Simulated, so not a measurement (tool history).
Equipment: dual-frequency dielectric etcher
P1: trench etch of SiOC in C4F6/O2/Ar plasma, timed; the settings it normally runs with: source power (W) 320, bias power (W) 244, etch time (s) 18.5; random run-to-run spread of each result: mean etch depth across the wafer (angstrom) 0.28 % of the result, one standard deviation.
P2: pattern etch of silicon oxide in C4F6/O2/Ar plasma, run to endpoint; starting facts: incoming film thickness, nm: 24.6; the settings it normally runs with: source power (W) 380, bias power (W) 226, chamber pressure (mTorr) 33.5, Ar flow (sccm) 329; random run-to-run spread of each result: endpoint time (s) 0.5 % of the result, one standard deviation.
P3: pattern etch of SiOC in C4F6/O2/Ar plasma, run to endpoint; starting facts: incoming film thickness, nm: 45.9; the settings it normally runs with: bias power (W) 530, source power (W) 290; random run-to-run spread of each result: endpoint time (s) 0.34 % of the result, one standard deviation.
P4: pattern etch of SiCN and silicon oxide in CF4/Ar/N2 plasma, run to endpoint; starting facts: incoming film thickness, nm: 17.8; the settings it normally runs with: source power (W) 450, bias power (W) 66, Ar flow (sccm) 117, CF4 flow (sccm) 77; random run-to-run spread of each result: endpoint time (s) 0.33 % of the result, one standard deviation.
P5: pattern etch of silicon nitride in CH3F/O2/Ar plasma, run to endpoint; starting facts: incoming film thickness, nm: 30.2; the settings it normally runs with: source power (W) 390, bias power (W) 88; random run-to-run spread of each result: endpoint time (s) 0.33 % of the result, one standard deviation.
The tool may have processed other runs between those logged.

| run | hour | process that ran | source power (W) | bias power (W) | etch time (s) | Ar flow (sccm) | CF4 flow (sccm) | chamber pressure (mTorr) | hours since the last wet clean | hours since the last source power generator calibration | hours since the last bias power generator calibration | mean etch depth across the wafer (angstrom) | endpoint time (s) |
|---|---|---|---|---|---|---|---|---|---|---|---|---|---|
| 1 | 8.6 | P1 | 320 | 244 | 18.5 |  |  |  | 279.9 | 1353.5 | 906.7 | 396.11 |  |
| 2 | 23.0 | P4 | 450 | 66 |  | 150 | 77 |  | 294.3 | 1367.9 | 921.1 |  | 22.1940 |
| 3 | 38.1 | P2 | 380 | 226 |  | 329 |  | 42.5 | 309.4 | 1383.0 | 936.2 |  | 7.5974 |
| 4 | 52.4 | P4 | 450 | 66 |  | 117 | 100 |  | 323.7 | 1397.3 | 950.5 |  | 20.4850 |
| 5 | 67.9 | P4 | 450 | 79 |  | 117 | 77 |  | 339.2 | 1412.8 | 966.0 |  | 20.1350 |
| 6 | 79.4 | P1 | 320 | 244 | 18.5 |  |  |  | 350.7 | 1424.3 | 977.5 | 394.61 |  |
| 7 | 95.0 | P5 | 550 | 88 |  |  |  |  | 366.3 | 1439.9 | 993.1 |  | 36.0190 |
| 8 | 105.5 | P2 | 380 | 226 |  | 207 |  | 33.5 | 376.8 | 1450.4 | 1003.6 |  | 7.0719 |
| 9 | 119.0 | P1 | 450 | 244 | 18.5 |  |  |  | 390.3 | 1463.9 | 1017.1 | 450.04 |  |
| 10 | 126.3 | P2 | 380 | 226 |  | 329 |  | 33.5 | 397.6 | 1471.2 | 1024.4 |  | 7.3830 |
| 11 | 137.8 | P5 | 390 | 110 |  |  |  |  | 409.1 | 1482.7 | 1035.9 |  | 37.6810 |
| 12 | 150.1 | P1 | 320 | 339 | 24.5 |  |  |  | 421.4 | 1495.0 | 1048.2 | 586.38 |  |
| 13 | 166.0 | P1 | 320 | 335 | 18.5 |  |  |  | 437.3 | 1510.9 | 1064.1 | 441.74 |  |
| 14 | 181.7 | P3 | 290 | 530 |  |  |  |  | 453.0 | 1526.6 | 1079.8 |  | 16.6400 |
| 15 | 188.6 | P3 | 290 | 719 |  |  |  |  | 459.9 | 1533.5 | 1086.7 |  | 14.7740 |
| 16 | 203.4 | P1 | 220 | 244 | 18.5 |  |  |  | 474.7 | 1548.3 | 1101.5 | 340.18 |  |
| 17 | 210.9 | P5 | 390 | 88 |  |  |  |  | 482.2 | 1555.8 | 1109.0 |  | 40.8820 |
| 18 | 219.5 | P1 | 320 | 148 | 18.5 |  |  |  | 490.8 | 1564.4 | 1117.6 | 335.28 |  |
| 19 | 234.4 | P1 | 320 | 192 | 24.0 |  |  |  | 505.7 | 1579.3 | 1132.5 | 471.96 |  |
| 20 | 244.7 | P2 | 380 | 275 |  | 329 |  | 33.5 | 516.0 | 1589.6 | 1142.8 |  | 6.9690 |
| 21 | 259.9 | P5 | 390 | 88 |  |  |  |  | 531.2 | 1604.8 | 1158.0 |  | 40.8390 |
|  | 265.6 | bias power generator calibrated |
| 22 | 272.1 | P1 | 320 | 244 | 26.0 |  |  |  | 543.4 | 1617.0 | 6.6 | 553.02 |  |
| 23 | 282.0 | P3 | 290 | 530 |  |  |  |  | 553.3 | 1626.9 | 16.5 |  | 16.5920 |
| 24 | 292.5 | P2 | 540 | 226 |  | 329 |  | 33.5 | 563.8 | 1637.4 | 27.0 |  | 6.5088 |
| 25 | 300.9 | P3 | 400 | 530 |  |  |  |  | 572.2 | 1645.8 | 35.4 |  | 14.7510 |
| 26 | 310.4 | P1 | 320 | 244 | 18.5 |  |  |  | 581.7 | 1655.3 | 44.9 | 395.33 |  |
| 27 | 324.7 | P4 | 310 | 66 |  | 117 | 77 |  | 596.0 | 1669.6 | 59.2 |  | 29.5790 |
| 28 | 333.7 | P1 | 320 | 244 | 13.0 |  |  |  | 605.0 | 1678.6 | 68.2 | 275.99 |  |
| 29 | 347.1 | P4 | 450 | 66 |  | 117 | 77 |  | 618.4 | 1692.0 | 81.6 |  | 21.3440 |
| 30 | 361.5 | P1 | 320 | 244 | 18.5 |  |  |  | 632.8 | 1706.4 | 96.0 | 396.10 |  |
| 31 | 372.2 | P1 | 320 | 244 | 18.5 |  |  |  | 643.5 | 1717.1 | 106.7 | 394.19 |  |
| 32 | 379.9 | P1 | 320 | 244 | 18.5 |  |  |  | 651.2 | 1724.8 | 114.4 | 392.68 |  |
| 33 | 394.0 | P1 | 320 | 244 | 18.5 |  |  |  | 665.3 | 1738.9 | 128.5 | 391.49 |  |
| 34 | 405.9 | P1 | 320 | 244 | 18.5 |  |  |  | 677.2 | 1750.8 | 140.4 | 390.13 |  |
|  | 411.6 | wet clean of the chamber |
| 35 | 418.9 | P1 | 320 | 244 | 18.5 |  |  |  | 7.4 | 1763.8 | 153.4 | 388.98 |  |

The next listed run, before its measurement:
| 36 | 428.1 | P1 | 320 | 244 | 18.5 |  |  |  | 16.6 | 1773.0 | 162.6 | ? |  |

mean etch depth across the wafer (angstrom): 388.66

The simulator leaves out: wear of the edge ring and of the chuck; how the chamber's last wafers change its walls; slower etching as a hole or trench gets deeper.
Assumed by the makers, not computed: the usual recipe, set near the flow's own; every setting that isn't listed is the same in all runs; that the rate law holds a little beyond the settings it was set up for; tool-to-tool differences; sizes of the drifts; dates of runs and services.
